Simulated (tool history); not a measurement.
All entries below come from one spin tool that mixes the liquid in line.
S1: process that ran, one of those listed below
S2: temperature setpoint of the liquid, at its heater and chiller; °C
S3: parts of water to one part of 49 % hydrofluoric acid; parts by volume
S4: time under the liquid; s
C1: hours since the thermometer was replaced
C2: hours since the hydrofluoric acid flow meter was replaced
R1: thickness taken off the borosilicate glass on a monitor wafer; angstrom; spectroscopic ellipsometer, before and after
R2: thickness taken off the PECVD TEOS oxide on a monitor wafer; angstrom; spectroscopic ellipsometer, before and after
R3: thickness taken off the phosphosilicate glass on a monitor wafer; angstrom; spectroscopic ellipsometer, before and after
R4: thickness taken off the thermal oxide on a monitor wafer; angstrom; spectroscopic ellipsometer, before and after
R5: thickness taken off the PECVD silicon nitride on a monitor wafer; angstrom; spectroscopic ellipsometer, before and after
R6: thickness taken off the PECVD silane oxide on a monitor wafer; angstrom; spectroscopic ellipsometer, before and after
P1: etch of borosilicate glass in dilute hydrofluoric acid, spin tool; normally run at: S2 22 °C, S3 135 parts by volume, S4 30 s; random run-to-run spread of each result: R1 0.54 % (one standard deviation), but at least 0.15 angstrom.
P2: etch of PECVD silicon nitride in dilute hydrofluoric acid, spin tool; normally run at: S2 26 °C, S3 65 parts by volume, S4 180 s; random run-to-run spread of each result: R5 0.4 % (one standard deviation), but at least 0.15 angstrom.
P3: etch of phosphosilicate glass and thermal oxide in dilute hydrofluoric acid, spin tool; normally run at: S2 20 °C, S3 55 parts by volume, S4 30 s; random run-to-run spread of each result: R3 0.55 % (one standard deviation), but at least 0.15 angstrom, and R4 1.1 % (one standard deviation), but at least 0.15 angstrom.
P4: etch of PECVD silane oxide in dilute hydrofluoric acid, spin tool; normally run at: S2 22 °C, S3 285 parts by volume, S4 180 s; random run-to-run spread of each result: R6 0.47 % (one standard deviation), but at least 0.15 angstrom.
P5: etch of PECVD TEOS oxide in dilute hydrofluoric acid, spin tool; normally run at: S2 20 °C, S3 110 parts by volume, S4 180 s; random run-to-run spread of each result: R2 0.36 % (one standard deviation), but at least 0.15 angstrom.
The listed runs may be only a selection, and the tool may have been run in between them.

{"run": 1, "hour": 9.3, "S1": "P1", "S2": 22, "S3": 135, "S4": 30, "C1": 566, "C2": 785.3, "R1": 43.178}
{"run": 2, "hour": 21.6, "S1": "P1", "S2": 26.5, "S3": 135, "S4": 60, "C1": 578.3, "C2": 797.6, "R1": 102.73}
{"run": 3, "hour": 32.9, "S1": "P5", "S2": 20, "S3": 50, "S4": 180, "C1": 589.6, "C2": 808.9, "R2": 927.41}
{"run": 4, "hour": 40.7, "S1": "P1", "S2": 22, "S3": 135, "S4": 30, "C1": 597.4, "C2": 816.7, "R1": 43.135}
{"run": 5, "hour": 54.9, "S1": "P3", "S2": 20, "S3": 55, "S4": 15, "C1": 611.6, "C2": 830.9, "R3": 193.51, "R4": 11.469}
{"run": 6, "hour": 67.7, "S1": "P1", "S2": 22, "S3": 135, "S4": 15, "C1": 624.4, "C2": 843.7, "R1": 21.501}
{"run": 7, "hour": 79.4, "S1": "P2", "S2": 26, "S3": 65, "S4": 260, "C1": 636.1, "C2": 855.4, "R5": 76.84}
{"hour": 84.6, "done": "thermometer replaced"}
{"run": 8, "hour": 93.1, "S1": "P3", "S2": 20, "S3": 55, "S4": 30, "C1": 8.6, "C2": 869.1, "R3": 392.94, "R4": 22.987}
{"run": 9, "hour": 105.6, "S1": "P3", "S2": 20, "S3": 30, "S4": 30, "C1": 21.1, "C2": 881.6, "R3": 736.37, "R4": 42.656}
{"run": 10, "hour": 113.9, "S1": "P2", "S2": 26, "S3": 65, "S4": 180, "C1": 29.4, "C2": 889.9, "R5": 53.393}
{"run": 11, "hour": 122.9, "S1": "P5", "S2": 20, "S3": 110, "S4": 15, "C1": 38.4, "C2": 898.9, "R2": 32.786}
{"run": 12, "hour": 135.2, "S1": "P2", "S2": 26, "S3": 25, "S4": 180, "C1": 50.7, "C2": 911.2, "R5": 135.88}
{"run": 13, "hour": 143.5, "S1": "P2", "S2": 26, "S3": 65, "S4": 180, "C1": 59, "C2": 919.5, "R5": 53.511}
{"run": 14, "hour": 152.9, "S1": "P2", "S2": 34, "S3": 65, "S4": 180, "C1": 68.4, "C2": 928.9, "R5": 88.667}
{"run": 15, "hour": 160.6, "S1": "P1", "S2": 26.5, "S3": 135, "S4": 30, "C1": 76.1, "C2": 936.6, "R1": 51.272}
{"run": 16, "hour": 172.0, "S1": "P1", "S2": 22, "S3": 135, "S4": 60, "C1": 87.5, "C2": 948, "R1": 86.032}
{"run": 17, "hour": 180.8, "S1": "P4", "S2": 28, "S3": 285, "S4": 180, "C1": 96.3, "C2": 956.8, "R6": 127.79}
{"run": 18, "hour": 195.9, "S1": "P4", "S2": 22, "S3": 285, "S4": 310, "C1": 111.4, "C2": 971.9, "R6": 178.08}
{"run": 19, "hour": 206.2, "S1": "P5", "S2": 20, "S3": 110, "S4": 180, "C1": 121.7, "C2": 982.2, "R2": 389.96}
{"run": 20, "hour": 213.6, "S1": "P1", "S2": 22, "S3": 135, "S4": 30, "C1": 129.1, "C2": 989.6, "R1": 42.705}
{"run": 21, "hour": 228.5, "S1": "P4", "S2": 22, "S3": 420, "S4": 180, "C1": 144, "C2": 1004.5, "R6": 61.66}
{"run": 22, "hour": 239.6, "S1": "P1", "S2": 22, "S3": 135, "S4": 30, "C1": 155.1, "C2": 1015.6, "R1": 43.098}
{"run": 23, "hour": 249.5, "S1": "P1", "S2": 22, "S3": 80, "S4": 15, "C1": 165, "C2": 1025.5, "R1": 39}
{"run": 24, "hour": 261.9, "S1": "P1", "S2": 22, "S3": 135, "S4": 30, "C1": 177.4, "C2": 1037.9, "R1": 43.376}
{"run": 25, "hour": 274.6, "S1": "P5", "S2": 17, "S3": 110, "S4": 180, "C1": 190.1, "C2": 1050.6, "R2": 345}
{"run": 26, "hour": 289.1, "S1": "P1", "S2": 22, "S3": 215, "S4": 30, "C1": 204.6, "C2": 1065.1, "R1": 24.852}
{"run": 27, "hour": 299.8, "S1": "P1", "S2": 18, "S3": 135, "S4": 30, "C1": 215.3, "C2": 1075.8, "R1": 36.352}
{"run": 28, "hour": 308.0, "S1": "P1", "S2": 22, "S3": 45, "S4": 30, "C1": 223.5, "C2": 1084, "R1": 143.85}
{"run": 29, "hour": 315.9, "S1": "P1", "S2": 25.5, "S3": 195, "S4": 30, "C1": 231.4, "C2": 1091.9, "R1": 32.088}
{"run": 30, "hour": 322.7, "S1": "P3", "S2": 25.5, "S3": 55, "S4": 30, "C1": 238.2, "C2": 1098.7, "R3": 490.39, "R4": 28.341}
{"run": 31, "hour": 333.1, "S1": "P4", "S2": 22, "S3": 285, "S4": 180, "C1": 248.6, "C2": 1109.1, "R6": 103.17}
{"run": 32, "hour": 346.4, "S1": "P4", "S2": 22, "S3": 285, "S4": 180, "C1": 261.9, "C2": 1122.4, "R6": 102.86}
{"run": 33, "hour": 360.9, "S1": "P1", "S2": 22, "S3": 135, "S4": 30, "C1": 276.4, "C2": 1136.9, "R1": 42.994}
{"run": 34, "hour": 373.0, "S1": "P1", "S2": 22, "S3": 135, "S4": 30, "C1": 288.5, "C2": 1149, "R1": 43.998}
{"run": 35, "hour": 380.9, "S1": "P1", "S2": 22, "S3": 135, "S4": 30, "C1": 296.4, "C2": 1156.9, "R1": 44.178}
{"run": 36, "hour": 387.8, "S1": "P1", "S2": 22, "S3": 135, "S4": 30, "C1": 303.3, "C2": 1163.8, "R1": 45.092}
{"run": 37, "hour": 400.6, "S1": "P1", "S2": 22, "S3": 135, "S4": 30, "C1": 316.1, "C2": 1176.6, "R1": 44.922}
{"run": 38, "hour": 414.0, "S1": "P1", "S2": 22, "S3": 135, "S4": 30, "C1": 329.5, "C2": 1190, "R1": 45.258}
{"run": 39, "hour": 426.7, "S1": "P1", "S2": 22, "S3": 135, "S4": 30, "C1": 342.2, "C2": 1202.7, "R1": 44.918}
{"run": 40, "hour": 435.6, "S1": "P1", "S2": 22, "S3": 135, "S4": 30, "C1": 351.1, "C2": 1211.6, "R1": 45.363}
{"run": 41, "hour": 442.4, "S1": "P1", "S2": 22, "S3": 135, "S4": 30, "C1": 357.9, "C2": 1218.4, "R1": 45.642}
{"run": 42, "hour": 453.7, "S1": "P1", "S2": 22, "S3": 135, "S4": 30, "C1": 369.2, "C2": 1229.7, "R1": 45.433}

What P1 gives has crept off from where it sat before. The 2 causes that follow fit the log equally well, each at the size noted:
A: liquid hotter than its thermometer reads (K) = 1.41
B: hydrofluoric acid flow above the setpoint (%) = 4.91
Onset of the creep was near hour 360.9.

Listed below are the offered check runs, one wafer per run, with question marks in place of results. For which of them would the causes give clearly different outcomes?
{"run": "check 1", "hour": 465.0, "S1": "P4", "S2": 22, "S3": 285, "S4": 180, "R6": "?"}
{"run": "check 2", "hour": 465.0, "S1": "P5", "S2": 20, "S3": 110, "S4": 180, "R2": "?"}
{"run": "check 3", "hour": 465.0, "S1": "P2", "S2": 26, "S3": 65, "S4": 180, "R5": "?"}
{"run": "check 4", "hour": 465.0, "S1": "P3", "S2": 20, "S3": 55, "S4": 30, "R3": "?", "R4": "?"}

Check results expected under each cause:
check=check_1 result=R6 if_A=108.58 if_B=109.72
check=check_2 result=R2 if_A=413.43 if_B=411.98
check=check_3 result=R5 if_A=58.224 if_B=55.65
check=check_4 result=R3 if_A=413.66 if_B=410.2
check=check_4 result=R4 if_A=24.064 if_B=23.863
Distance between the nearest two causes, measured in the result of the check that separates them most: check 1 1.04 %; check 2 0.35 %; check 3 4.52 %; check 4 0.84 %
The other checks would show nearly matching results whichever cause is true, so check 3 is the only one that separates the causes.

Check 3 was carried out, with these results: R5 55.855 angstrom. Which of the listed causes is responsible?

It was cause B: hydrofluoric acid flow above the setpoint (%).
